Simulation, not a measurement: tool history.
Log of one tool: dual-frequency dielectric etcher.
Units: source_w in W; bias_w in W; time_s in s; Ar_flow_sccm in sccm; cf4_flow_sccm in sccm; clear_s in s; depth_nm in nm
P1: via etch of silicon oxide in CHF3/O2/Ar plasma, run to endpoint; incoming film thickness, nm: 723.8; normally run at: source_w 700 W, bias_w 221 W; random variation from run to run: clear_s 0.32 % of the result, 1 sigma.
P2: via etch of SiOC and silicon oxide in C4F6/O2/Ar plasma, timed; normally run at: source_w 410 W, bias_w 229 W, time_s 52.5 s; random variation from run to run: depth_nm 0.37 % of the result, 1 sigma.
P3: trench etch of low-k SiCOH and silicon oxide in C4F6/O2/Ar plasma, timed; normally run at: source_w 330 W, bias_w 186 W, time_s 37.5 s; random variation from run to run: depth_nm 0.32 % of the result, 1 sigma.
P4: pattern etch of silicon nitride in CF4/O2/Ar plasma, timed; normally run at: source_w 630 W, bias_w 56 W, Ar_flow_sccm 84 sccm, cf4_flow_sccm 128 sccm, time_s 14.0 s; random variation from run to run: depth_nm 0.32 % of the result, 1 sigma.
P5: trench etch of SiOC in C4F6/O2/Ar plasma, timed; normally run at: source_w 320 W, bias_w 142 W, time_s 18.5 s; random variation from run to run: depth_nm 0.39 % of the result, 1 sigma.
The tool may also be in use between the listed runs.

run,hour,process,source_w,bias_w,time_s,Ar_flow_sccm,cf4_flow_sccm,hours since the last wet clean,hours since the last source power generator calibration,hours since the last bias power generator calibration,clear_s,depth_nm
1,10.4,P1,700,221,,,,317.9,538.2,1344.6,326.15,
2,23.5,P5,320,142,18.5,,,331.0,551.3,1357.7,,33.115
3,35.6,P1,700,313,,,,343.1,563.4,1369.8,287.36,
4,50.4,P1,890,167,,,,357.9,578.2,1384.6,324.93,
5,60.6,P2,570,229,52.5,,,368.1,588.4,1394.8,,75.987
6,75.7,P2,410,229,73.5,,,383.2,603.5,1409.9,,93.038
7,82.9,P4,630,56,14.0,84,157,390.4,610.7,1417.1,,35.658
8,92.2,P1,700,157,,,,399.7,620.0,1426.4,364.38,
9,106.3,P3,330,186,55.5,,,413.8,634.1,1440.5,,163.900
10,118.7,P2,410,229,52.5,,,426.2,646.5,1452.9,,67.118
11,125.6,P5,450,142,18.5,,,433.1,653.4,1459.8,,37.447
12,133.1,P1,700,221,,,,440.6,660.9,1467.3,324.64,
13,141.9,P3,330,186,37.5,,,449.4,669.7,1476.1,,110.360
14,151.5,P1,700,221,,,,459.0,679.3,1485.7,326.18,
15,165.4,P1,700,221,,,,472.9,693.2,1499.6,325.43,
16,179.4,P2,410,229,52.5,,,486.9,707.2,1513.6,,66.795
17,191.0,P1,490,221,,,,498.5,718.8,1525.2,371.50,
18,204.1,P4,630,56,14.0,84,128,511.6,731.9,1538.3,,34.885
# hour 204.3: bias power generator calibrated
19,210.8,P3,330,118,37.5,,,518.3,738.6,6.5,,96.376
20,222.2,P4,630,56,14.0,53,128,529.7,750.0,17.9,,36.427
21,232.2,P3,250,186,37.5,,,539.7,760.0,27.9,,99.303
22,246.7,P1,700,221,,,,554.2,774.5,42.4,325.60,
23,255.7,P2,410,322,52.5,,,563.2,783.5,51.4,,75.158
24,268.6,P5,320,87,18.5,,,576.1,796.4,64.3,,28.753
25,275.8,P5,320,142,24.0,,,583.3,803.6,71.5,,42.940
26,286.8,P1,940,221,,,,594.3,814.6,82.5,290.14,
27,295.4,P4,630,56,14.0,84,128,602.9,823.2,91.1,,34.911
28,309.4,P4,630,56,11.0,84,128,616.9,837.2,105.1,,27.255
29,320.2,P4,630,79,14.0,84,128,627.7,848.0,115.9,,39.653
30,334.2,P1,700,221,,,,641.7,862.0,129.9,325.94,
31,348.7,P1,700,221,,,,656.2,876.5,144.4,324.88,
32,356.7,P4,830,56,14.0,84,128,664.2,884.5,152.4,,44.178
33,367.6,P1,700,221,,,,675.1,895.4,163.3,325.65,
34,379.6,P1,700,221,,,,687.1,907.4,175.3,323.42,
35,390.6,P1,700,221,,,,698.1,918.4,186.3,322.05,
36,401.9,P1,700,221,,,,709.4,929.7,197.6,323.30,
# hour 413.4: wet clean of the chamber
37,414.2,P1,700,221,,,,0.8,942.0,209.9,318.95,
38,423.6,P1,700,221,,,,10.2,951.4,219.3,321.00,
39,430.9,P1,700,221,,,,17.5,958.7,226.6,321.40,
40,440.4,P1,700,221,,,,27.0,968.2,236.1,318.59,
41,454.1,P1,700,221,,,,40.7,981.9,249.8,319.85,
42,468.1,P1,700,221,,,,54.7,995.9,263.8,319.80,
43,475.2,P1,700,221,,,,61.8,1003.0,270.9,320.48,

What P1 gives has crept away from where it was. These 2 causes fit the log equally well, each at the size given:
A: source power that arrives over what is set, % = 4.27
B: bias power that arrives over what is set, % = 4.67
The creep began at about hour 367.6.
Why every other cause is out:
chamber walls in a state that raises the etch rate, %: serviced at hour 413.4, which brought nothing back

4 check runs are offered, each on 2 wafers whose results are averaged, their results left as question marks. Which one tells the causes apart?
check 1,482.3,P2,410,308,66.5,,,,,,,?
check 2,482.3,P4,630,56,14.0,53,128,,,,,?
check 3,482.3,P5,440,104,18.5,,,,,,,?
check 4,482.3,P3,330,125,37.5,,,,,,,?

What each check would give under each cause:
check,result,if A,if B
check 1,depth_nm,95.319,95.371
check 2,depth_nm,37.626,36.842
check 3,depth_nm,34.849,34.699
check 4,depth_nm,99.576,99.271
How far apart the two closest causes lie, in the result that separates them most: check 1 0.05 %; check 2 2.11 %; check 3 0.43 %; check 4 0.31 %
Only check 2 tells the causes apart: in the others they would give nearly the same result.

Check 2 was then run and gave: depth_nm 36.927 nm. Which cause is it?

It is B: bias power that arrives over what is set, %.
